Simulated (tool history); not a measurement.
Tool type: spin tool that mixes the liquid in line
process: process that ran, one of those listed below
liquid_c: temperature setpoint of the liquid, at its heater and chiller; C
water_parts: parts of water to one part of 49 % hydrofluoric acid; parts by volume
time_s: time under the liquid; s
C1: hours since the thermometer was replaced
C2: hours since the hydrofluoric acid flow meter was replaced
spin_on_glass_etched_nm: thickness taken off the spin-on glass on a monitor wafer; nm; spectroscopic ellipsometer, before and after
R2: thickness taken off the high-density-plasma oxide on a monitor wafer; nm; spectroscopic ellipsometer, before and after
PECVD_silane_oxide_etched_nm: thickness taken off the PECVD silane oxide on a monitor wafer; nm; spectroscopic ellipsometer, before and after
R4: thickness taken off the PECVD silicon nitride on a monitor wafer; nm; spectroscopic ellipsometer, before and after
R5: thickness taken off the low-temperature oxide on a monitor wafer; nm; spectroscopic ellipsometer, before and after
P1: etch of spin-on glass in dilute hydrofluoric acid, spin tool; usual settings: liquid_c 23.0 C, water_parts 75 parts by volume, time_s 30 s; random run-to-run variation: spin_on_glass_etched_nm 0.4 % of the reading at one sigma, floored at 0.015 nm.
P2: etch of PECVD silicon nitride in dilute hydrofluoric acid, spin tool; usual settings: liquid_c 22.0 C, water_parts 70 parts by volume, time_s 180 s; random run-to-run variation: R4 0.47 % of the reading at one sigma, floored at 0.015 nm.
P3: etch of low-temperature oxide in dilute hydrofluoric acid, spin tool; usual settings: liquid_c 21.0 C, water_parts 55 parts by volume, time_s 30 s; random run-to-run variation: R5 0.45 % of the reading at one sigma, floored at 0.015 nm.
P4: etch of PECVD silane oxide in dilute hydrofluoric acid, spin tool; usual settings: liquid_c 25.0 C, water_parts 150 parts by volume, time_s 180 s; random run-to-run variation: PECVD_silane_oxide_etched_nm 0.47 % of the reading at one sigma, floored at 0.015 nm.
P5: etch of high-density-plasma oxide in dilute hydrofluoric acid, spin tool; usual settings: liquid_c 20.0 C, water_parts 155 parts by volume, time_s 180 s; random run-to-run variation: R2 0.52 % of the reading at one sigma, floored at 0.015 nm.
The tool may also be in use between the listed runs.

{"run": 1, "hour": 8.6, "process": "P1", "liquid_c": 23.0, "water_parts": 75, "time_s": 30, "C1": 872.5, "C2": 324.8, "spin_on_glass_etched_nm": 15.536}
{"run": 2, "hour": 14.3, "process": "P5", "liquid_c": 20.0, "water_parts": 55, "time_s": 180, "C1": 878.2, "C2": 330.5, "R2": 15.001}
{"run": 3, "hour": 19.5, "process": "P4", "liquid_c": 17.0, "water_parts": 150, "time_s": 180, "C1": 883.4, "C2": 335.7, "PECVD_silane_oxide_etched_nm": 12.775}
{"run": 4, "hour": 25.1, "process": "P1", "liquid_c": 23.0, "water_parts": 120, "time_s": 30, "C1": 889.0, "C2": 341.3, "spin_on_glass_etched_nm": 9.2379}
{"run": 5, "hour": 30.3, "process": "P1", "liquid_c": 18.5, "water_parts": 75, "time_s": 30, "C1": 894.2, "C2": 346.5, "spin_on_glass_etched_nm": 12.928}
{"run": 6, "hour": 35.9, "process": "P2", "liquid_c": 22.0, "water_parts": 70, "time_s": 15, "C1": 899.8, "C2": 352.1, "R4": 0.8546}
{"run": 7, "hour": 40.3, "process": "P3", "liquid_c": 21.0, "water_parts": 55, "time_s": 30, "C1": 904.2, "C2": 356.5, "R5": 17.656}
{"run": 8, "hour": 48.7, "process": "P2", "liquid_c": 22.0, "water_parts": 30, "time_s": 180, "C1": 912.6, "C2": 364.9, "R4": 23.124}
{"run": 9, "hour": 54.1, "process": "P1", "liquid_c": 23.0, "water_parts": 75, "time_s": 30, "C1": 918.0, "C2": 370.3, "spin_on_glass_etched_nm": 15.532}
{"run": 10, "hour": 63.0, "process": "P1", "liquid_c": 29.0, "water_parts": 75, "time_s": 30, "C1": 926.9, "C2": 379.2, "spin_on_glass_etched_nm": 19.825}
{"run": 11, "hour": 70.5, "process": "P4", "liquid_c": 25.0, "water_parts": 95, "time_s": 180, "C1": 934.4, "C2": 386.7, "PECVD_silane_oxide_etched_nm": 29.295}
{"run": 12, "hour": 75.7, "process": "P5", "liquid_c": 20.0, "water_parts": 155, "time_s": 180, "C1": 939.6, "C2": 391.9, "R2": 4.8303}
{"run": 13, "hour": 84.8, "process": "P1", "liquid_c": 23.0, "water_parts": 75, "time_s": 50, "C1": 948.7, "C2": 401.0, "spin_on_glass_etched_nm": 26.064}
{"run": 14, "hour": 94.1, "process": "P3", "liquid_c": 26.0, "water_parts": 55, "time_s": 30, "C1": 958.0, "C2": 410.3, "R5": 21.472}
{"run": 15, "hour": 99.3, "process": "P5", "liquid_c": 20.0, "water_parts": 155, "time_s": 30, "C1": 963.2, "C2": 415.5, "R2": 0.78825}
{"run": 16, "hour": 106.8, "process": "P1", "liquid_c": 23.0, "water_parts": 75, "time_s": 15, "C1": 970.7, "C2": 423.0, "spin_on_glass_etched_nm": 7.8428}
{"run": 17, "hour": 112.9, "process": "P3", "liquid_c": 21.0, "water_parts": 55, "time_s": 15, "C1": 976.8, "C2": 429.1, "R5": 8.772}
{"run": 18, "hour": 120.3, "process": "P1", "liquid_c": 23.0, "water_parts": 75, "time_s": 30, "C1": 984.2, "C2": 436.5, "spin_on_glass_etched_nm": 15.569}
{"run": 19, "hour": 124.9, "process": "P2", "liquid_c": 22.0, "water_parts": 70, "time_s": 180, "C1": 988.8, "C2": 441.1, "R4": 10.123}
{"run": 20, "hour": 133.8, "process": "P1", "liquid_c": 23.0, "water_parts": 75, "time_s": 30, "C1": 997.7, "C2": 450.0, "spin_on_glass_etched_nm": 15.68}
{"run": 21, "hour": 139.6, "process": "P1", "liquid_c": 28.0, "water_parts": 75, "time_s": 45, "C1": 1003.5, "C2": 455.8, "spin_on_glass_etched_nm": 28.491}
{"run": 22, "hour": 148.8, "process": "P4", "liquid_c": 25.0, "water_parts": 150, "time_s": 65, "C1": 1012.7, "C2": 465.0, "PECVD_silane_oxide_etched_nm": 6.2729}
{"run": 23, "hour": 156.1, "process": "P1", "liquid_c": 23.0, "water_parts": 140, "time_s": 45, "C1": 1020.0, "C2": 472.3, "spin_on_glass_etched_nm": 11.65}
{"run": 24, "hour": 162.4, "process": "P3", "liquid_c": 21.0, "water_parts": 90, "time_s": 30, "C1": 1026.3, "C2": 478.6, "R5": 10.296}
{"run": 25, "hour": 171.4, "process": "P5", "liquid_c": 27.5, "water_parts": 155, "time_s": 180, "C1": 1035.3, "C2": 487.6, "R2": 6.412}
{"run": 26, "hour": 175.6, "process": "P2", "liquid_c": 22.0, "water_parts": 70, "time_s": 180, "C1": 1039.5, "C2": 491.8, "R4": 10.222}
{"run": 27, "hour": 181.6, "process": "P1", "liquid_c": 23.0, "water_parts": 40, "time_s": 30, "C1": 1045.5, "C2": 497.8, "spin_on_glass_etched_nm": 30.695}
{"run": 28, "hour": 189.2, "process": "P1", "liquid_c": 23.0, "water_parts": 75, "time_s": 30, "C1": 1053.1, "C2": 505.4, "spin_on_glass_etched_nm": 15.569}
{"run": 29, "hour": 196.6, "process": "P4", "liquid_c": 25.0, "water_parts": 150, "time_s": 180, "C1": 1060.5, "C2": 512.8, "PECVD_silane_oxide_etched_nm": 17.121}
{"run": 30, "hour": 201.9, "process": "P2", "liquid_c": 26.5, "water_parts": 70, "time_s": 180, "C1": 1065.8, "C2": 518.1, "R4": 13.715}
{"run": 31, "hour": 208.7, "process": "P1", "liquid_c": 23.0, "water_parts": 75, "time_s": 30, "C1": 1072.6, "C2": 524.9, "spin_on_glass_etched_nm": 15.663}
{"run": 32, "hour": 214.1, "process": "P1", "liquid_c": 23.0, "water_parts": 75, "time_s": 30, "C1": 1078.0, "C2": 530.3, "spin_on_glass_etched_nm": 15.298}
{"run": 33, "hour": 220.1, "process": "P1", "liquid_c": 23.0, "water_parts": 75, "time_s": 30, "C1": 1084.0, "C2": 536.3, "spin_on_glass_etched_nm": 15.09}
{"run": 34, "hour": 229.2, "process": "P1", "liquid_c": 23.0, "water_parts": 75, "time_s": 30, "C1": 1093.1, "C2": 545.4, "spin_on_glass_etched_nm": 14.845}
{"run": 35, "hour": 235.8, "process": "P1", "liquid_c": 23.0, "water_parts": 75, "time_s": 30, "C1": 1099.7, "C2": 552.0, "spin_on_glass_etched_nm": 14.72}
{"run": 36, "hour": 240.8, "process": "P1", "liquid_c": 23.0, "water_parts": 75, "time_s": 30, "C1": 1104.7, "C2": 557.0, "spin_on_glass_etched_nm": 14.7}
{"run": 37, "hour": 250.0, "process": "P1", "liquid_c": 23.0, "water_parts": 75, "time_s": 30, "C1": 1113.9, "C2": 566.2, "spin_on_glass_etched_nm": 14.467}
{"run": 38, "hour": 255.7, "process": "P1", "liquid_c": 23.0, "water_parts": 75, "time_s": 30, "C1": 1119.6, "C2": 571.9, "spin_on_glass_etched_nm": 14.593}
{"run": 39, "hour": 262.4, "process": "P1", "liquid_c": 23.0, "water_parts": 75, "time_s": 30, "C1": 1126.3, "C2": 578.6, "spin_on_glass_etched_nm": 14.487}
{"run": 40, "hour": 271.5, "process": "P1", "liquid_c": 23.0, "water_parts": 75, "time_s": 30, "C1": 1135.4, "C2": 587.7, "spin_on_glass_etched_nm": 14.448}
{"run": 41, "hour": 280.1, "process": "P1", "liquid_c": 23.0, "water_parts": 75, "time_s": 30, "C1": 1144.0, "C2": 596.3, "spin_on_glass_etched_nm": 14.413}
{"run": 42, "hour": 288.5, "process": "P1", "liquid_c": 23.0, "water_parts": 75, "time_s": 30, "C1": 1152.4, "C2": 604.7, "spin_on_glass_etched_nm": 14.375}

Something has made what P1 gives creep away from where it was; the 2 causes below, each at its own stated size, fit the log equally well:
A: hydrofluoric acid flow below the setpoint (%) = 6.94
B: liquid colder than its thermometer reads (K) = 1.93
The process output started creeping at around hour 208.7.

4 check runs are offered, one wafer each, their results left as question marks. Which one tells the causes apart?
{"run": "check 1", "hour": 296.9, "process": "P4", "liquid_c": 25.0, "water_parts": 150, "time_s": 180, "PECVD_silane_oxide_etched_nm": "?"}
{"run": "check 2", "hour": 296.9, "process": "P2", "liquid_c": 22.0, "water_parts": 70, "time_s": 180, "R4": "?"}
{"run": "check 3", "hour": 296.9, "process": "P3", "liquid_c": 21.0, "water_parts": 55, "time_s": 30, "R5": "?"}
{"run": "check 4", "hour": 296.9, "process": "P5", "liquid_c": 20.0, "water_parts": 155, "time_s": 180, "R2": "?"}

Check results expected under each cause:
check=check_1 result=PECVD_silane_oxide_etched_nm if_A=15.9200 if_B=16.0990
check=check_2 result=R4 if_A=9.4890 if_B=8.9234
check=check_3 result=R5 if_A=16.280 if_B=16.202
check=check_4 result=R2 if_A=4.43170 if_B=4.46060
Per-check spread between the two closest causes, in the result where they differ most: check 1 1.12 %; check 2 6.15 %; check 3 0.48 %; check 4 0.65 %
Of the check runs offered, only check 2 discriminates between the causes; the rest would read about the same regardless of which cause applies.

Then check 2 was run and gave: R4 9.0120 nm. Which cause is it?

The correct cause is B, namely: liquid colder than its thermometer reads (K).

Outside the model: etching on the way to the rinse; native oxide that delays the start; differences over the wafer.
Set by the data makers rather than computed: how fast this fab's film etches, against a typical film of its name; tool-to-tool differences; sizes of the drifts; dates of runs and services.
